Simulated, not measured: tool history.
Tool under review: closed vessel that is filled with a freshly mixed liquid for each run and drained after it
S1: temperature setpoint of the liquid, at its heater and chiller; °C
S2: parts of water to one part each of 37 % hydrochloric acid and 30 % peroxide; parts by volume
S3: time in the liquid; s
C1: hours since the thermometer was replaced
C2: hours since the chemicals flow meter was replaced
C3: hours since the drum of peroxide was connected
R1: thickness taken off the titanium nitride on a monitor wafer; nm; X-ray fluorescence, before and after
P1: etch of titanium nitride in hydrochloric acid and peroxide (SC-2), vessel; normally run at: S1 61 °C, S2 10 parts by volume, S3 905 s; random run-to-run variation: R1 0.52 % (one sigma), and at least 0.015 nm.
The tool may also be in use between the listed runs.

run,day,S1,S2,S3,C1,C2,C3,R1
1,0.338,61,10,905,570,1406.3,241.4,35.525
2,0.742,45.5,5,905,579.7,1416,251.1,21.972
3,1.079,61,18,905,587.8,1424.1,259.2,21.508
4,1.438,61,10,905,596.4,1432.7,267.8,35.686
5,1.654,61,10,905,601.6,1437.9,273,35.348
6,1.988,61,10,70,609.6,1445.9,281,2.695
7,2.371,72,10,905,618.8,1455.1,290.2,69.612
8,2.712,61,14,115,627,1463.3,298.4,3.4429
9,3,61,4,905,633.9,1470.2,305.3,70.651
10,3.325,61,10,905,641.7,1478,313.1,35.284
11,3.746,48,10,905,651.8,1488.1,323.2,15.275
12,4.183,61,10,905,662.3,1498.6,333.7,35.102
13,4.5,61,10,905,669.9,1506.2,341.3,35.271
14,4.833,61,14.5,460,677.9,1514.2,349.3,13.045
15,5.208,61,10,1305,686.9,1523.2,358.3,51.569
16,5.621,61,10,905,696.8,1533.1,368.2,35.368
17,5.842,61,10,905,702.1,1538.4,373.5,36.42
18,6.129,61,10,905,709,1545.3,380.4,37.024
19,6.538,61,10,905,718.8,1555.1,390.2,37.815
20,6.833,61,10,905,725.9,1562.2,397.3,38.183
21,7.079,61,10,905,731.8,1568.1,403.2,38.386
22,7.4,61,10,905,739.5,1575.8,410.9,38.272
23,7.883,61,10,905,751.1,1587.4,422.5,38.512
24,8.329,61,10,905,761.8,1598.1,433.2,38.867
25,8.821,61,10,905,773.6,1609.9,445,38.774

What P1 gives has crept away from where it was. These 2 causes fit the log equally well, each at the size given:
A: liquid hotter than its thermometer reads (K) = 1.4
B: chemicals flow above the setpoint (%) = 11
The gradual shift began around day 5.621.
Ruled out, with reasons:
peroxide weaker than its label (%): at most 8, which would move R1 by -7.4 %: too little, or the wrong way

Each of the check runs listed below is run on 3 wafers and reports their average, with the results left as question marks. Pick the one under which the possible causes would lead to clearly different results.
check 1,9.312,61,10,115,,,,?
check 2,9.312,61,15,905,,,,?
check 3,9.312,50.5,4,905,,,,?
check 4,9.312,61,13.5,905,,,,?

What every check run would give for each of its results, assuming each possible cause in turn:
check,result,if A,if B
check 1,R1,4.9193,4.9156
check 2,R1,27.327,27.451
check 3,R1,39.608,38.654
check 4,R1,29.971,30.071
How far apart the two closest causes lie, in the result that separates them most: check 1 0.07 %; check 2 0.45 %; check 3 2.44 %; check 4 0.33 %
Only in check 3 would the causes give clearly different results; in the remaining checks their results would be nearly the same.

Running check 3 produced the following: R1 38.451 nm. Which one of the listed causes fits?

It was cause B: chemicals flow above the setpoint (%).
